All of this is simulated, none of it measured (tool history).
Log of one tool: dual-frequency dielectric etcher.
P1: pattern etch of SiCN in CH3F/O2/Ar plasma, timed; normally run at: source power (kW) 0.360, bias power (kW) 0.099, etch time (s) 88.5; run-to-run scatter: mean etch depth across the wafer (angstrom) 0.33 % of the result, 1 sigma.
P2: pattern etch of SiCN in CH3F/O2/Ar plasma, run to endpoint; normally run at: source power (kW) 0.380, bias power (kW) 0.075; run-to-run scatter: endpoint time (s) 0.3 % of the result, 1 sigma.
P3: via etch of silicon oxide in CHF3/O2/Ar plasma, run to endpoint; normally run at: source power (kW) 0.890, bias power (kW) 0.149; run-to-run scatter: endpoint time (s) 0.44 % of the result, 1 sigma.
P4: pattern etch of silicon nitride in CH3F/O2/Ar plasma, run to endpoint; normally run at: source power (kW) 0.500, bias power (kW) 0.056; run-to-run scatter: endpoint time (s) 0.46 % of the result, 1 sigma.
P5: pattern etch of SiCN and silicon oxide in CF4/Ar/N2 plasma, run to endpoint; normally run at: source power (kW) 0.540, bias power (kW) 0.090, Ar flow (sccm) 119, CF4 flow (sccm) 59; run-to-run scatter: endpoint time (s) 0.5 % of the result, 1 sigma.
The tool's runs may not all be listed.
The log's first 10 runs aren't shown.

run	hour	process that ran	source power (kW)	bias power (kW)	etch time (s)	Ar flow (sccm)	CF4 flow (sccm)	mean etch depth across the wafer (angstrom)	endpoint time (s)
11	125.3	P2	0.380	0.103					23.7760
12	134.1	P4	0.620	0.056					38.6730
13	144.8	P3	0.890	0.149					329.0200
14	155.2	P1	0.240	0.099	88.5			308.46	
15	165.9	P4	0.500	0.043					45.2320
16	175.0	P1	0.360	0.099	131.0			529.79	
17	185.5	P4	0.500	0.056					41.7710
18	200.7	P1	0.360	0.099	88.5			359.80	
19	210.6	P1	0.360	0.065	88.5			306.82	
20	224.5	P1	0.360	0.099	88.5			356.86	
21	238.0	P1	0.360	0.129	88.5			396.70	
22	248.7	P1	0.280	0.099	120.0			443.05	
23	262.8	P5	0.710	0.090		119	59		8.2456
24	273.0	P1	0.360	0.099	54.0			217.47	
25	288.1	P3	0.890	0.088					385.2500
26	297.8	P5	0.540	0.090		119	59		10.5330
27	309.6	P1	0.360	0.099	88.5			358.03	
28	318.2	P1	0.360	0.099	88.5			356.87	
29	328.8	P1	0.470	0.099	49.5			221.16	
30	335.9	P5	0.540	0.090		119	59		10.5500
31	350.3	P5	0.540	0.090		157	59		11.0380

Run 32 comes next. What will it give?
32	362.6	P1	0.360	0.099	88.5			?	

{"run 32": {"mean etch depth across the wafer (angstrom)": 359.69}}
